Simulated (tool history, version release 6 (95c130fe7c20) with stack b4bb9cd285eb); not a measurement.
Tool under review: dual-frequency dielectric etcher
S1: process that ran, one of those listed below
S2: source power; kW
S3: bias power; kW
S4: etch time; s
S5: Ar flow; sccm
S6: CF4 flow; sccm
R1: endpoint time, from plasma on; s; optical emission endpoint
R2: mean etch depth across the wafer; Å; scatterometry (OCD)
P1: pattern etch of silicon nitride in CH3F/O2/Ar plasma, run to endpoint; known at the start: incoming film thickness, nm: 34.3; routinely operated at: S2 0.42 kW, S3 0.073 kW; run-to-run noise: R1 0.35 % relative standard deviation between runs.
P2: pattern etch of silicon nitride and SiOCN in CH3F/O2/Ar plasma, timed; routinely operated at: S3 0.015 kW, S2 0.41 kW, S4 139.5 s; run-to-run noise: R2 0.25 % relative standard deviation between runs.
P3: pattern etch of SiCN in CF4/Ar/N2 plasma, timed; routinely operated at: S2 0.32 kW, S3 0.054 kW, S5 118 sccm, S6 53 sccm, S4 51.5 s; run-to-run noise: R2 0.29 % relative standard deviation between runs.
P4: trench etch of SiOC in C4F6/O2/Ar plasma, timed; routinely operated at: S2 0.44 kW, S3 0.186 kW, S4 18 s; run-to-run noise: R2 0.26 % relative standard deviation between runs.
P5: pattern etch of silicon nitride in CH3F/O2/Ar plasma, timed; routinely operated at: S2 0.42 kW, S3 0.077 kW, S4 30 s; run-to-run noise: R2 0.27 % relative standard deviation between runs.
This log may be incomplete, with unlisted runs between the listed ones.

{"run": 1, "hour": 9.7, "S1": "P1", "S2": 0.42, "S3": 0.073, "R1": 48.906}
{"run": 2, "hour": 19.3, "S1": "P2", "S2": 0.41, "S3": 0.015, "S4": 139.5, "R2": 159.83}
{"run": 3, "hour": 33.0, "S1": "P3", "S2": 0.32, "S3": 0.054, "S4": 51.5, "S5": 118, "S6": 53, "R2": 268.59}
{"run": 4, "hour": 41.4, "S1": "P2", "S2": 0.41, "S3": 0.015, "S4": 188.5, "R2": 216.66}
{"run": 5, "hour": 48.0, "S1": "P5", "S2": 0.42, "S3": 0.077, "S4": 30, "R2": 218.16}
{"run": 6, "hour": 60.0, "S1": "P3", "S2": 0.45, "S3": 0.054, "S4": 51.5, "S5": 118, "S6": 53, "R2": 361.42}
{"run": 7, "hour": 69.0, "S1": "P5", "S2": 0.42, "S3": 0.109, "S4": 30, "R2": 246.22}
{"run": 8, "hour": 76.7, "S1": "P1", "S2": 0.42, "S3": 0.073, "R1": 48.634}
{"run": 9, "hour": 88.7, "S1": "P3", "S2": 0.32, "S3": 0.054, "S4": 77.5, "S5": 118, "S6": 53, "R2": 407.08}
{"run": 10, "hour": 103.7, "S1": "P3", "S2": 0.32, "S3": 0.054, "S4": 51.5, "S5": 75, "S6": 53, "R2": 288.77}
{"run": 11, "hour": 110.3, "S1": "P4", "S2": 0.57, "S3": 0.186, "S4": 18, "R2": 439.06}
{"run": 12, "hour": 119.8, "S1": "P1", "S2": 0.58, "S3": 0.073, "R1": 43.28}
{"run": 13, "hour": 132.0, "S1": "P1", "S2": 0.42, "S3": 0.1, "R1": 43.979}
{"run": 14, "hour": 141.3, "S1": "P3", "S2": 0.32, "S3": 0.069, "S4": 51.5, "S5": 118, "S6": 53, "R2": 294.3}
{"run": 15, "hour": 155.4, "S1": "P1", "S2": 0.42, "S3": 0.073, "R1": 49.042}
{"run": 16, "hour": 163.0, "S1": "P2", "S2": 0.41, "S3": 0.02, "S4": 139.5, "R2": 180.05}
{"run": 17, "hour": 171.6, "S1": "P5", "S2": 0.55, "S3": 0.077, "S4": 30, "R2": 241.65}
{"run": 18, "hour": 182.2, "S1": "P1", "S2": 0.42, "S3": 0.073, "R1": 48.97}
{"hour": 186.7, "done": "wet clean of the chamber"}
{"run": 19, "hour": 193.7, "S1": "P4", "S2": 0.44, "S3": 0.131, "S4": 18, "R2": 355.89}
{"hour": 207.3, "done": "bias power generator calibrated"}
{"run": 20, "hour": 208.5, "S1": "P1", "S2": 0.42, "S3": 0.073, "R1": 48.884}
{"run": 21, "hour": 222.5, "S1": "P2", "S2": 0.56, "S3": 0.015, "S4": 139.5, "R2": 179.35}
{"run": 22, "hour": 234.1, "S1": "P2", "S2": 0.41, "S3": 0.015, "S4": 139.5, "R2": 160.66}
{"run": 23, "hour": 247.1, "S1": "P5", "S2": 0.42, "S3": 0.077, "S4": 42.5, "R2": 308.43}
{"run": 24, "hour": 261.9, "S1": "P3", "S2": 0.32, "S3": 0.054, "S4": 51.5, "S5": 118, "S6": 31, "R2": 244.77}
{"run": 25, "hour": 274.4, "S1": "P1", "S2": 0.42, "S3": 0.073, "R1": 48.413}
{"run": 26, "hour": 286.4, "S1": "P1", "S2": 0.28, "S3": 0.073, "R1": 57.017}
{"run": 27, "hour": 294.0, "S1": "P1", "S2": 0.42, "S3": 0.049, "R1": 55.51}
{"run": 28, "hour": 305.2, "S1": "P4", "S2": 0.44, "S3": 0.186, "S4": 18, "R2": 395.7}

Run 29 is up next; what results do you expect?
{"run": 29, "hour": 318.7, "S1": "P1", "S2": 0.53, "S3": 0.049, "R1": "?"}

R1: 51.066 s
